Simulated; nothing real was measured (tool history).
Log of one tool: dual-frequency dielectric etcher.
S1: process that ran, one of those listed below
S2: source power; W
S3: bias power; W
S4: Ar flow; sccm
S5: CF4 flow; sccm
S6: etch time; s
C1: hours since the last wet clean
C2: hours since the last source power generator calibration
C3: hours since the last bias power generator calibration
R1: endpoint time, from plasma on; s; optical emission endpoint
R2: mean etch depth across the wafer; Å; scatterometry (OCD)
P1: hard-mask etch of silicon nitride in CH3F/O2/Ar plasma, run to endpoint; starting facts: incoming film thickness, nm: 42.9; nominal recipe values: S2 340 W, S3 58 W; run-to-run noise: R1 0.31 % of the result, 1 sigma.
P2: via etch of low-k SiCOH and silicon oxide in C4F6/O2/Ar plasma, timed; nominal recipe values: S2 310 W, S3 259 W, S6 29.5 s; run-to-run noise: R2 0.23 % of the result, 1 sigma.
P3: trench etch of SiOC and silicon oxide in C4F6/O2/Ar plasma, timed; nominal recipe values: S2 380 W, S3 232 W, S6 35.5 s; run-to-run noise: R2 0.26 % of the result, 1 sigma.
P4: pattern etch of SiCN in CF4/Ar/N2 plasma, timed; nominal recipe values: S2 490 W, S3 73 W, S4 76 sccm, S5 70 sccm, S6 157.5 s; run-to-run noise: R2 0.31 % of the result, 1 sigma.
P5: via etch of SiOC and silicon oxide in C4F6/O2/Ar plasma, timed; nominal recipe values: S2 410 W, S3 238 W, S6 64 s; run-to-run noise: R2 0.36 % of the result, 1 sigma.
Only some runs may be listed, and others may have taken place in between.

Run 1, day 0.288: S1 P1, S2 340 W, S3 58 W; C1 273.2; C2 2484; C3 1274.1. Result: R1 70.939 s.
Run 2, day 0.588: S1 P4, S2 490 W, S3 73 W, S4 76 sccm, S5 70 sccm, S6 157.5 s; C1 280.4; C2 2491.2; C3 1281.3. Result: R2 1483.2 Å.
Run 3, day 0.883: S1 P2, S2 310 W, S3 259 W, S6 16 s; C1 287.5; C2 2498.3; C3 1288.4. Result: R2 381.11 Å.
Run 4, day 1.129: S1 P2, S2 430 W, S3 259 W, S6 29.5 s; C1 293.4; C2 2504.2; C3 1294.3. Result: R2 794.04 Å.
Run 5, day 1.433: S1 P3, S2 460 W, S3 232 W, S6 35.5 s; C1 300.7; C2 2511.5; C3 1301.6. Result: R2 789.35 Å.
Run 6, day 1.583: S1 P4, S2 640 W, S3 73 W, S4 76 sccm, S5 70 sccm, S6 157.5 s; C1 304.3; C2 2515.1; C3 1305.2. Result: R2 1904.3 Å.
Run 7, day 1.879: S1 P1, S2 340 W, S3 58 W; C1 311.4; C2 2522.2; C3 1312.3. Result: R1 71.003 s.
Run 8, day 2.025: S1 P4, S2 490 W, S3 73 W, S4 76 sccm, S5 70 sccm, S6 234 s; C1 314.9; C2 2525.7; C3 1315.8. Result: R2 2215.6 Å.
Run 9, day 2.204: S1 P1, S2 340 W, S3 58 W; C1 319.2; C2 2530; C3 1320.1. Result: R1 71.105 s.
Run 10, day 2.383: S1 P1, S2 460 W, S3 58 W; C1 323.5; C2 2534.3; C3 1324.4. Result: R1 63.047 s.
Run 11, day 2.575: S1 P1, S2 340 W, S3 58 W; C1 328.1; C2 2538.9; C3 1329. Result: R1 70.873 s.
Run 12, day 2.779: S1 P1, S2 230 W, S3 67 W; C1 333; C2 2543.8; C3 1333.9. Result: R1 78.257 s.
Run 13, day 3.038: S1 P2, S2 310 W, S3 259 W, S6 29.5 s; C1 339.2; C2 2550; C3 1340.1. Result: R2 702.93 Å.
Run 14, day 3.229: S1 P5, S2 260 W, S3 238 W, S6 64 s; C1 343.8; C2 2554.6; C3 1344.7. Result: R2 683.44 Å.
Run 15, day 3.379: S1 P1, S2 340 W, S3 75 W; C1 347.4; C2 2558.2; C3 1348.3. Result: R1 64.454 s.
Run 16, day 3.688: S1 P1, S2 340 W, S3 39 W; C1 354.8; C2 2565.6; C3 1355.7. Result: R1 80.428 s.
Run 17, day 3.967: S1 P1, S2 220 W, S3 58 W; C1 361.5; C2 2572.3; C3 1362.4. Result: R1 83.638 s.
Run 18, day 4.258: S1 P4, S2 490 W, S3 73 W, S4 76 sccm, S5 70 sccm, S6 157.5 s; C1 368.5; C2 2579.3; C3 1369.4. Result: R2 1494.3 Å.
Run 19, day 4.5: S1 P5, S2 410 W, S3 238 W, S6 35.5 s; C1 374.3; C2 2585.1; C3 1375.2. Result: R2 452.53 Å.
At day 4.604: bias power generator calibrated.
Run 20, day 4.812: S1 P5, S2 410 W, S3 238 W, S6 64 s; C1 381.8; C2 2592.6; C3 5. Result: R2 815.38 Å.
Run 21, day 5.042: S1 P4, S2 490 W, S3 90 W, S4 76 sccm, S5 70 sccm, S6 157.5 s; C1 387.3; C2 2598.1; C3 10.5. Result: R2 1608.2 Å.
At day 5.371: wet clean of the chamber.
Run 22, day 5.371: S1 P2, S2 310 W, S3 354 W, S6 29.5 s; C1 0; C2 2606; C3 18.4. Result: R2 782.79 Å.
Run 23, day 5.675: S1 P3, S2 380 W, S3 274 W, S6 35.5 s; C1 7.3; C2 2613.3; C3 25.7. Result: R2 774.22 Å.
Run 24, day 5.846: S1 P4, S2 490 W, S3 73 W, S4 98 sccm, S5 70 sccm, S6 157.5 s; C1 11.4; C2 2617.4; C3 29.8. Result: R2 1439.9 Å.
Run 25, day 6.088: S1 P3, S2 380 W, S3 232 W, S6 35.5 s; C1 17.2; C2 2623.2; C3 35.6. Result: R2 734.72 Å.
Run 26, day 6.379: S1 P5, S2 410 W, S3 143 W, S6 64 s; C1 24.2; C2 2630.2; C3 42.6. Result: R2 686.13 Å.
Run 27, day 6.679: S1 P4, S2 490 W, S3 73 W, S4 76 sccm, S5 99 sccm, S6 157.5 s; C1 31.4; C2 2637.4; C3 49.8. Result: R2 1566.9 Å.
Run 28, day 6.988: S1 P1, S2 340 W, S3 58 W; C1 38.8; C2 2644.8; C3 57.2. Result: R1 70.818 s.
Run 29, day 7.138: S1 P3, S2 380 W, S3 232 W, S6 51.5 s; C1 42.4; C2 2648.4; C3 60.8. Result: R2 1067.1 Å.
Run 30, day 7.288: S1 P1, S2 340 W, S3 58 W; C1 46; C2 2652; C3 64.4. Result: R1 70.95 s.
Run 31, day 7.571: S1 P1, S2 340 W, S3 58 W; C1 52.8; C2 2658.8; C3 71.2. Result: R1 71.464 s.
Run 32, day 7.725: S1 P1, S2 340 W, S3 58 W; C1 56.5; C2 2662.5; C3 74.9. Result: R1 71.488 s.
Run 33, day 7.917: S1 P1, S2 340 W, S3 58 W; C1 61.1; C2 2667.1; C3 79.5. Result: R1 71.888 s.
Run 34, day 8.075: S1 P1, S2 340 W, S3 58 W; C1 64.9; C2 2670.9; C3 83.3. Result: R1 72.139 s.
Run 35, day 8.346: S1 P1, S2 340 W, S3 58 W; C1 71.4; C2 2677.4; C3 89.8. Result: R1 71.716 s.
At day 8.4: wet clean of the chamber.
Run 36, day 8.654: S1 P1, S2 340 W, S3 58 W; C1 6.1; C2 2684.8; C3 97.2. Result: R1 71.651 s.
Run 37, day 8.921: S1 P1, S2 340 W, S3 58 W; C1 12.5; C2 2691.2; C3 103.6. Result: R1 72.274 s.

P1 no longer gives what it gave before; its output has crept away from where it was. The following 2 causes, each at its listed size, fit the log equally well:
A: source power that arrives under what is set, % = 3.94
B: bias power that arrives under what is set, % = 4.58
The creep began at about day 7.288.
Each remaining cause and why it is not a fit:
chamber walls in a state that lowers the etch rate, %: serviced at day 8.4, after the change had begun; the process did not return to its earlier output

Which of the check runs below tells the causes apart, meaning the causes would give it clearly different results? Each run uses 2 wafers whose results are averaged, and each result is shown as a question mark.
Run check 1, day 9.188: S1 P4, S2 490 W, S3 73 W, S4 76 sccm, S5 90 sccm, S6 157.5 s. Result: R2 ?.
Run check 2, day 9.188: S1 P5, S2 300 W, S3 173 W, S6 64 s. Result: R2 ?.
Run check 3, day 9.188: S1 P3, S2 380 W, S3 232 W, S6 50 s. Result: R2 ?.
Run check 4, day 9.188: S1 P2, S2 310 W, S3 303 W, S6 17.5 s. Result: R2 ?.

Expected result of each check under each candidate cause:
  check  result    if A    if B
check 1      R2  1491.6  1522.8
check 2      R2  638.23  638.43
check 3      R2  1016.7  1016.4
check 4      R2     433  432.37
Per check, the gap between the least separated pair of causes, taken in the result that splits them most: check 1 2.07 %; check 2 0.03 %; check 3 0.02 %; check 4 0.14 %
Of the check runs offered, only check 1 discriminates between the causes; the rest would read about the same regardless of which cause applies.

Then check 1 was run and gave: R2 1490.3 Å. Which cause is it?

It is A: source power that arrives under what is set, %.
